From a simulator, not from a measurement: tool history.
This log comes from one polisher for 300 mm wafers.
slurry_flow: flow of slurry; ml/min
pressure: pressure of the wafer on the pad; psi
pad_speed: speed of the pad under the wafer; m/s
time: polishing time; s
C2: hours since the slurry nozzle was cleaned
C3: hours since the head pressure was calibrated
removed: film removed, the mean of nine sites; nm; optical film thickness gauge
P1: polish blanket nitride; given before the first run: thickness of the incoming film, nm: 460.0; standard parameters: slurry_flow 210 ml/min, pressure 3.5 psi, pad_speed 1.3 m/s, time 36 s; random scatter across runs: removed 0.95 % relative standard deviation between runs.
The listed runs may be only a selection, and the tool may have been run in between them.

Run 1, hour 9.7: slurry_flow 210 ml/min, pressure 3.5 psi, pad_speed 1.3 m/s, time 36 s; wafers polished on this pad 807; C2 420.3; C3 528.6. Result: removed 87.332 nm.
Run 2, hour 18.7: slurry_flow 210 ml/min, pressure 3.5 psi, pad_speed 1.3 m/s, time 36 s; wafers polished on this pad 883; C2 429.3; C3 537.6. Result: removed 87.802 nm.
Run 3, hour 24.8: slurry_flow 210 ml/min, pressure 3.5 psi, pad_speed 1.3 m/s, time 36 s; wafers polished on this pad 934; C2 435.4; C3 543.7. Result: removed 88.585 nm.
Run 4, hour 31.9: slurry_flow 210 ml/min, pressure 3.5 psi, pad_speed 1.3 m/s, time 53 s; wafers polished on this pad 994; C2 442.5; C3 550.8. Result: removed 128.630 nm.
Run 5, hour 37.7: slurry_flow 125 ml/min, pressure 3.5 psi, pad_speed 1.3 m/s, time 36 s; wafers polished on this pad 1043; C2 448.3; C3 556.6. Result: removed 79.601 nm.
Run 6, hour 46.7: slurry_flow 290 ml/min, pressure 3.5 psi, pad_speed 1.3 m/s, time 46 s; wafers polished on this pad 1119; C2 457.3; C3 565.6. Result: removed 117.460 nm.
Run 7, hour 53.3: slurry_flow 210 ml/min, pressure 3.5 psi, pad_speed 1.3 m/s, time 26 s; wafers polished on this pad 1175; C2 463.9; C3 572.2. Result: removed 62.540 nm.
Run 8, hour 59.0: slurry_flow 210 ml/min, pressure 3.5 psi, pad_speed 1.3 m/s, time 36 s; wafers polished on this pad 1223; C2 469.6; C3 577.9. Result: removed 86.981 nm.
Run 9, hour 67.7: slurry_flow 210 ml/min, pressure 3.5 psi, pad_speed 1.3 m/s, time 36 s; wafers polished on this pad 1296; C2 478.3; C3 586.6. Result: removed 86.997 nm.
Run 10, hour 77.4: slurry_flow 210 ml/min, pressure 3.5 psi, pad_speed 1.3 m/s, time 36 s; wafers polished on this pad 1378; C2 488.0; C3 596.3. Result: removed 87.889 nm.
Run 11, hour 84.7: slurry_flow 210 ml/min, pressure 1.8 psi, pad_speed 1.3 m/s, time 36 s; wafers polished on this pad 1440; C2 495.3; C3 603.6. Result: removed 45.416 nm.
Run 12, hour 89.7: slurry_flow 210 ml/min, pressure 5.5 psi, pad_speed 1.3 m/s, time 36 s; wafers polished on this pad 1482; C2 500.3; C3 608.6. Result: removed 138.210 nm.

Run 13 has not been measured yet. What should we expect?
Run 13, hour 98.8: slurry_flow 325 ml/min, pressure 3.5 psi, pad_speed 1.3 m/s, time 52 s; wafers polished on this pad 1559; C2 509.4; C3 617.7. Result: removed ?.

removed: 132.980 nm
